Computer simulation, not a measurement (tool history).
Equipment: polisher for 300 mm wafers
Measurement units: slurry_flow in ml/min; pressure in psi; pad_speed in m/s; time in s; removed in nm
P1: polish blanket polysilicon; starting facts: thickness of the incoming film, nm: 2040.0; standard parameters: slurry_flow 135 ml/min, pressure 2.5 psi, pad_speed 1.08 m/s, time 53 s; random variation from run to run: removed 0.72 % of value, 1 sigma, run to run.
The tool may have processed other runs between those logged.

{"run": 1, "day": 0.275, "slurry_flow": 135, "pressure": 2.5, "pad_speed": 1.08, "time": 53, "removed": 363.8}
{"run": 2, "day": 0.542, "slurry_flow": 135, "pressure": 2.5, "pad_speed": 1.68, "time": 53, "removed": 566.14}
{"run": 3, "day": 0.817, "slurry_flow": 135, "pressure": 3.6, "pad_speed": 1.08, "time": 53, "removed": 522.37}
{"run": 4, "day": 0.975, "slurry_flow": 85, "pressure": 2.5, "pad_speed": 1.08, "time": 53, "removed": 321.4}
{"day": 1.138, "done": "head pressure recalibrated"}
{"run": 5, "day": 1.208, "slurry_flow": 90, "pressure": 2.5, "pad_speed": 0.54, "time": 53, "removed": 164.95}
{"run": 6, "day": 1.325, "slurry_flow": 135, "pressure": 2.5, "pad_speed": 1.08, "time": 53, "removed": 361.28}
{"run": 7, "day": 1.592, "slurry_flow": 205, "pressure": 2.5, "pad_speed": 1.08, "time": 53, "removed": 379.41}
{"run": 8, "day": 1.733, "slurry_flow": 135, "pressure": 2.5, "pad_speed": 1.08, "time": 81, "removed": 543.95}
{"run": 9, "day": 1.946, "slurry_flow": 135, "pressure": 2.5, "pad_speed": 1.08, "time": 53, "removed": 362.44}
{"run": 10, "day": 2.179, "slurry_flow": 135, "pressure": 2.5, "pad_speed": 1.08, "time": 53, "removed": 358.38}
{"run": 11, "day": 2.438, "slurry_flow": 135, "pressure": 2.5, "pad_speed": 1.08, "time": 53, "removed": 358.97}
{"run": 12, "day": 2.679, "slurry_flow": 135, "pressure": 2.5, "pad_speed": 1.08, "time": 53, "removed": 362.5}
{"run": 13, "day": 2.9, "slurry_flow": 135, "pressure": 2.5, "pad_speed": 0.62, "time": 53, "removed": 206.38}
{"run": 14, "day": 3.088, "slurry_flow": 135, "pressure": 2.5, "pad_speed": 1.08, "time": 28, "removed": 188.88}
{"run": 15, "day": 3.225, "slurry_flow": 80, "pressure": 3.6, "pad_speed": 1.08, "time": 53, "removed": 455.62}
{"run": 16, "day": 3.5, "slurry_flow": 135, "pressure": 2.5, "pad_speed": 1.08, "time": 53, "removed": 360.58}
{"run": 17, "day": 3.679, "slurry_flow": 135, "pressure": 1.1, "pad_speed": 1.08, "time": 53, "removed": 159.55}
{"run": 18, "day": 3.946, "slurry_flow": 135, "pressure": 1.3, "pad_speed": 0.84, "time": 53, "removed": 144.46}
{"run": 19, "day": 4.079, "slurry_flow": 135, "pressure": 2.5, "pad_speed": 1.08, "time": 53, "removed": 360.92}
{"run": 20, "day": 4.267, "slurry_flow": 135, "pressure": 2.5, "pad_speed": 1.08, "time": 53, "removed": 342.55}
{"run": 21, "day": 4.508, "slurry_flow": 135, "pressure": 2.5, "pad_speed": 1.08, "time": 53, "removed": 334.41}
{"run": 22, "day": 4.65, "slurry_flow": 135, "pressure": 2.5, "pad_speed": 1.08, "time": 53, "removed": 331.42}
{"day": 4.658, "done": "head pressure recalibrated"}
{"run": 23, "day": 4.812, "slurry_flow": 135, "pressure": 2.5, "pad_speed": 1.08, "time": 53, "removed": 327.99}
{"run": 24, "day": 4.967, "slurry_flow": 135, "pressure": 2.5, "pad_speed": 1.08, "time": 53, "removed": 324.45}
{"run": 25, "day": 5.117, "slurry_flow": 135, "pressure": 2.5, "pad_speed": 1.08, "time": 53, "removed": 318.09}
{"run": 26, "day": 5.283, "slurry_flow": 135, "pressure": 2.5, "pad_speed": 1.08, "time": 53, "removed": 316.6}
{"run": 27, "day": 5.467, "slurry_flow": 135, "pressure": 2.5, "pad_speed": 1.08, "time": 53, "removed": 313.88}
{"run": 28, "day": 5.712, "slurry_flow": 135, "pressure": 2.5, "pad_speed": 1.08, "time": 53, "removed": 318.2}

Something has made what P1 gives creep away from where it was; the 2 causes below, each at its own stated size, fit the log equally well:
A: slurry flow missing at the pad, % = 39.3
B: removal rate lost through wear of the pad, % = 11.3
Creep in the process output first set in at about day 4.079.
Ruled out, with reasons:
head's pressure below its setpoint, %: its service at day 4.658 followed the start of the drift and did not put the process back to its old value

4 check runs are offered, one wafer each, their results left as question marks. Which one tells the causes apart?
{"run": "check 1", "day": 5.958, "slurry_flow": 135, "pressure": 1.5, "pad_speed": 1.3, "time": 53, "removed": "?"}
{"run": "check 2", "day": 5.958, "slurry_flow": 135, "pressure": 1.3, "pad_speed": 1.66, "time": 53, "removed": "?"}
{"run": "check 3", "day": 5.958, "slurry_flow": 135, "pressure": 3.1, "pad_speed": 0.64, "time": 53, "removed": "?"}
{"run": "check 4", "day": 5.958, "slurry_flow": 85, "pressure": 2.5, "pad_speed": 1.08, "time": 79, "removed": "?"}

How each check would come out, cause by cause:
check=check_1 result=removed if_A=230.09 if_B=230.14
check=check_2 result=removed if_A=254.64 if_B=254.69
check=check_3 result=removed if_A=234.10 if_B=234.15
check=check_4 result=removed if_A=401.71 if_B=425.75
Minimum pairwise separation of causes per check, each pair taken at its best-separating result: check 1 0.02 %; check 2 0.02 %; check 3 0.02 %; check 4 5.81 %
Check 4 tells the causes apart: in the others they would give nearly the same result.

Here is what check 4 returned: removed 428.18 nm. Which cause is it?

The correct cause is B, namely: removal rate lost through wear of the pad, %.
